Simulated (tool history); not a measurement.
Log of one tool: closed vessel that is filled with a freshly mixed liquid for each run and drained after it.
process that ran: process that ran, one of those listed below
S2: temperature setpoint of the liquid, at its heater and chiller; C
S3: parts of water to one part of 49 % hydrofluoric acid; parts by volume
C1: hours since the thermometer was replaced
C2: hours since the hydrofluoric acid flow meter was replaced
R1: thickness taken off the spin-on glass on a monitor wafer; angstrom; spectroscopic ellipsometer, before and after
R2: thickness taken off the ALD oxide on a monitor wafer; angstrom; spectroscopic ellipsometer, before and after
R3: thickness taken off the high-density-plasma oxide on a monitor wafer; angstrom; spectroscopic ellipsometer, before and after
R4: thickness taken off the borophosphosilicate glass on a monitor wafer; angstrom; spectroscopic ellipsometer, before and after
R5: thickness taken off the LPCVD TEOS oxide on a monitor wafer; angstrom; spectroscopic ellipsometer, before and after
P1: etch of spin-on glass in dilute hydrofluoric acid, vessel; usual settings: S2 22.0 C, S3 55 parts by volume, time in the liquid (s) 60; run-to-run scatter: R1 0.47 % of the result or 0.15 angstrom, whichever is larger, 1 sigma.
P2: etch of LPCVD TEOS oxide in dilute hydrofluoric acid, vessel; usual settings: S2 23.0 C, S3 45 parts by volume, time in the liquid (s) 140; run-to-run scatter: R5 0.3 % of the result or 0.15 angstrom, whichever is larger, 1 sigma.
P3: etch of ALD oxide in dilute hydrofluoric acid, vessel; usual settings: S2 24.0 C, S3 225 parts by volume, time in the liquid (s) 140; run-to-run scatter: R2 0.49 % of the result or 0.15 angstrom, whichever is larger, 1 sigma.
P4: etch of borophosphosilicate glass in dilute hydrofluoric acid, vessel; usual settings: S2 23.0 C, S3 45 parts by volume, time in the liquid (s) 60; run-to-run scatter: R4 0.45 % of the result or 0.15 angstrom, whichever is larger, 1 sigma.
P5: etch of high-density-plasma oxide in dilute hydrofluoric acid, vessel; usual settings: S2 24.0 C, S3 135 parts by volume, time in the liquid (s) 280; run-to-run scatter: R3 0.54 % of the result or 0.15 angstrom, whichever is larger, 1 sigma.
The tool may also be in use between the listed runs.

{"run": 1, "hour": 14.1, "process that ran": "P1", "S2": 22.0, "S3": 55, "time in the liquid (s)": 60, "C1": 623.3, "C2": 447.7, "R1": 565.49}
{"run": 2, "hour": 23.0, "process that ran": "P3", "S2": 29.5, "S3": 225, "time in the liquid (s)": 140, "C1": 632.2, "C2": 456.6, "R2": 80.355}
{"run": 3, "hour": 31.7, "process that ran": "P5", "S2": 24.0, "S3": 135, "time in the liquid (s)": 280, "C1": 640.9, "C2": 465.3, "R3": 121.56}
{"run": 4, "hour": 44.1, "process that ran": "P4", "S2": 23.0, "S3": 45, "time in the liquid (s)": 110, "C1": 653.3, "C2": 477.7, "R4": 1155.4}
{"run": 5, "hour": 54.7, "process that ran": "P4", "S2": 23.0, "S3": 60, "time in the liquid (s)": 60, "C1": 663.9, "C2": 488.3, "R4": 459.56}
{"run": 6, "hour": 67.8, "process that ran": "P5", "S2": 17.0, "S3": 135, "time in the liquid (s)": 280, "C1": 677.0, "C2": 501.4, "R3": 91.688}
{"run": 7, "hour": 83.7, "process that ran": "P1", "S2": 22.0, "S3": 55, "time in the liquid (s)": 60, "C1": 692.9, "C2": 517.3, "R1": 563.86}
{"run": 8, "hour": 101.4, "process that ran": "P1", "S2": 22.0, "S3": 55, "time in the liquid (s)": 60, "C1": 710.6, "C2": 535.0, "R1": 570.35}
{"run": 9, "hour": 114.3, "process that ran": "P4", "S2": 17.0, "S3": 45, "time in the liquid (s)": 60, "C1": 723.5, "C2": 547.9, "R4": 485.68}
{"run": 10, "hour": 129.0, "process that ran": "P1", "S2": 22.0, "S3": 55, "time in the liquid (s)": 115, "C1": 738.2, "C2": 562.6, "R1": 1092.3}
{"run": 11, "hour": 144.0, "process that ran": "P1", "S2": 22.0, "S3": 55, "time in the liquid (s)": 35, "C1": 753.2, "C2": 577.6, "R1": 328.84}
{"hour": 145.1, "done": "thermometer replaced"}
{"run": 12, "hour": 153.7, "process that ran": "P1", "S2": 22.0, "S3": 55, "time in the liquid (s)": 60, "C1": 8.7, "C2": 587.3, "R1": 566.31}
{"run": 13, "hour": 167.1, "process that ran": "P5", "S2": 24.0, "S3": 135, "time in the liquid (s)": 465, "C1": 22.1, "C2": 600.7, "R3": 202.24}
{"run": 14, "hour": 179.1, "process that ran": "P4", "S2": 23.0, "S3": 45, "time in the liquid (s)": 60, "C1": 34.1, "C2": 612.7, "R4": 625.5}
{"run": 15, "hour": 195.4, "process that ran": "P1", "S2": 22.0, "S3": 55, "time in the liquid (s)": 60, "C1": 50.4, "C2": 629.0, "R1": 571.94}
{"run": 16, "hour": 209.3, "process that ran": "P1", "S2": 22.0, "S3": 55, "time in the liquid (s)": 60, "C1": 64.3, "C2": 642.9, "R1": 568.05}
{"run": 17, "hour": 221.6, "process that ran": "P1", "S2": 25.5, "S3": 30, "time in the liquid (s)": 60, "C1": 76.6, "C2": 655.2, "R1": 1243.4}
{"run": 18, "hour": 237.2, "process that ran": "P1", "S2": 27.5, "S3": 55, "time in the liquid (s)": 95, "C1": 92.2, "C2": 670.8, "R1": 1121.2}
{"run": 19, "hour": 252.9, "process that ran": "P4", "S2": 23.0, "S3": 45, "time in the liquid (s)": 60, "C1": 107.9, "C2": 686.5, "R4": 628.05}
{"run": 20, "hour": 263.4, "process that ran": "P2", "S2": 23.0, "S3": 80, "time in the liquid (s)": 140, "C1": 118.4, "C2": 697.0, "R5": 290.71}
{"run": 21, "hour": 277.7, "process that ran": "P3", "S2": 24.0, "S3": 225, "time in the liquid (s)": 215, "C1": 132.7, "C2": 711.3, "R2": 102.78}
{"run": 22, "hour": 285.4, "process that ran": "P1", "S2": 18.5, "S3": 55, "time in the liquid (s)": 110, "C1": 140.4, "C2": 719.0, "R1": 895.91}
{"run": 23, "hour": 300.7, "process that ran": "P1", "S2": 22.0, "S3": 100, "time in the liquid (s)": 60, "C1": 155.7, "C2": 734.3, "R1": 295.3}
{"run": 24, "hour": 313.0, "process that ran": "P5", "S2": 24.0, "S3": 225, "time in the liquid (s)": 280, "C1": 168.0, "C2": 746.6, "R3": 66.631}
{"run": 25, "hour": 324.7, "process that ran": "P2", "S2": 23.0, "S3": 45, "time in the liquid (s)": 140, "C1": 179.7, "C2": 758.3, "R5": 542.86}
{"run": 26, "hour": 339.1, "process that ran": "P3", "S2": 24.0, "S3": 365, "time in the liquid (s)": 140, "C1": 194.1, "C2": 772.7, "R2": 36.137}
{"run": 27, "hour": 355.2, "process that ran": "P2", "S2": 19.5, "S3": 45, "time in the liquid (s)": 140, "C1": 210.2, "C2": 788.8, "R5": 465.27}
{"run": 28, "hour": 372.1, "process that ran": "P1", "S2": 17.0, "S3": 55, "time in the liquid (s)": 60, "C1": 227.1, "C2": 805.7, "R1": 456.0}
{"run": 29, "hour": 381.7, "process that ran": "P1", "S2": 30.0, "S3": 55, "time in the liquid (s)": 60, "C1": 236.7, "C2": 815.3, "R1": 786.02}
{"run": 30, "hour": 389.3, "process that ran": "P2", "S2": 23.0, "S3": 45, "time in the liquid (s)": 275, "C1": 244.3, "C2": 822.9, "R5": 1070.1}
{"run": 31, "hour": 399.9, "process that ran": "P1", "S2": 22.0, "S3": 20, "time in the liquid (s)": 60, "C1": 254.9, "C2": 833.5, "R1": 1632.5}
{"run": 32, "hour": 417.3, "process that ran": "P3", "S2": 24.0, "S3": 225, "time in the liquid (s)": 140, "C1": 272.3, "C2": 850.9, "R2": 67.006}
{"run": 33, "hour": 428.9, "process that ran": "P1", "S2": 22.0, "S3": 55, "time in the liquid (s)": 60, "C1": 283.9, "C2": 862.5, "R1": 565.0}
{"run": 34, "hour": 442.4, "process that ran": "P1", "S2": 22.0, "S3": 55, "time in the liquid (s)": 60, "C1": 297.4, "C2": 876.0, "R1": 583.9}
{"run": 35, "hour": 450.6, "process that ran": "P1", "S2": 22.0, "S3": 55, "time in the liquid (s)": 60, "C1": 305.6, "C2": 884.2, "R1": 589.97}
{"run": 36, "hour": 458.4, "process that ran": "P1", "S2": 22.0, "S3": 55, "time in the liquid (s)": 60, "C1": 313.4, "C2": 892.0, "R1": 602.03}
{"run": 37, "hour": 475.6, "process that ran": "P1", "S2": 22.0, "S3": 55, "time in the liquid (s)": 60, "C1": 330.6, "C2": 909.2, "R1": 604.1}
{"run": 38, "hour": 489.3, "process that ran": "P1", "S2": 22.0, "S3": 55, "time in the liquid (s)": 60, "C1": 344.3, "C2": 922.9, "R1": 607.67}
{"run": 39, "hour": 504.8, "process that ran": "P1", "S2": 22.0, "S3": 55, "time in the liquid (s)": 60, "C1": 359.8, "C2": 938.4, "R1": 611.18}
{"run": 40, "hour": 513.3, "process that ran": "P1", "S2": 22.0, "S3": 55, "time in the liquid (s)": 60, "C1": 368.3, "C2": 946.9, "R1": 614.77}
{"run": 41, "hour": 530.5, "process that ran": "P1", "S2": 22.0, "S3": 55, "time in the liquid (s)": 60, "C1": 385.5, "C2": 964.1, "R1": 611.14}
{"run": 42, "hour": 543.4, "process that ran": "P1", "S2": 22.0, "S3": 55, "time in the liquid (s)": 60, "C1": 398.4, "C2": 977.0, "R1": 617.87}

What P1 gives has crept away from where it was. These 2 causes fit the log equally well, each at the size given:
A: hydrofluoric acid flow above the setpoint (%) = 7.35
B: liquid hotter than its thermometer reads (K) = 1.84
The creep began at about hour 428.9.

4 check runs are offered, each on 2 wafers whose results are averaged, their results left as question marks. Which one tells the causes apart?
{"run": "check 1", "hour": 556.3, "process that ran": "P5", "S2": 17.0, "S3": 135, "time in the liquid (s)": 280, "R3": "?"}
{"run": "check 2", "hour": 556.3, "process that ran": "P4", "S2": 17.0, "S3": 45, "time in the liquid (s)": 95, "R4": "?"}
{"run": "check 3", "hour": 556.3, "process that ran": "P2", "S2": 23.0, "S3": 65, "time in the liquid (s)": 270, "R5": "?"}
{"run": "check 4", "hour": 556.3, "process that ran": "P3", "S2": 24.0, "S3": 330, "time in the liquid (s)": 140, "R2": "?"}

What each check would give under each cause:
check=check_1 result=R3 if_A=99.469 if_B=99.003
check=check_2 result=R4 if_A=825.72 if_B=830.16
check=check_3 result=R5 if_A=759.76 if_B=758.48
check=check_4 result=R2 if_A=45.019 if_B=43.669
How far apart the two closest causes lie, in the result that separates them most: check 1 0.47 %; check 2 0.54 %; check 3 0.17 %; check 4 3.05 %
Only check 4 tells the causes apart: in the others they would give nearly the same result.

Then check 4 was run and gave: R2 45.060 angstrom. Which cause is it?

It is A: hydrofluoric acid flow above the setpoint (%).

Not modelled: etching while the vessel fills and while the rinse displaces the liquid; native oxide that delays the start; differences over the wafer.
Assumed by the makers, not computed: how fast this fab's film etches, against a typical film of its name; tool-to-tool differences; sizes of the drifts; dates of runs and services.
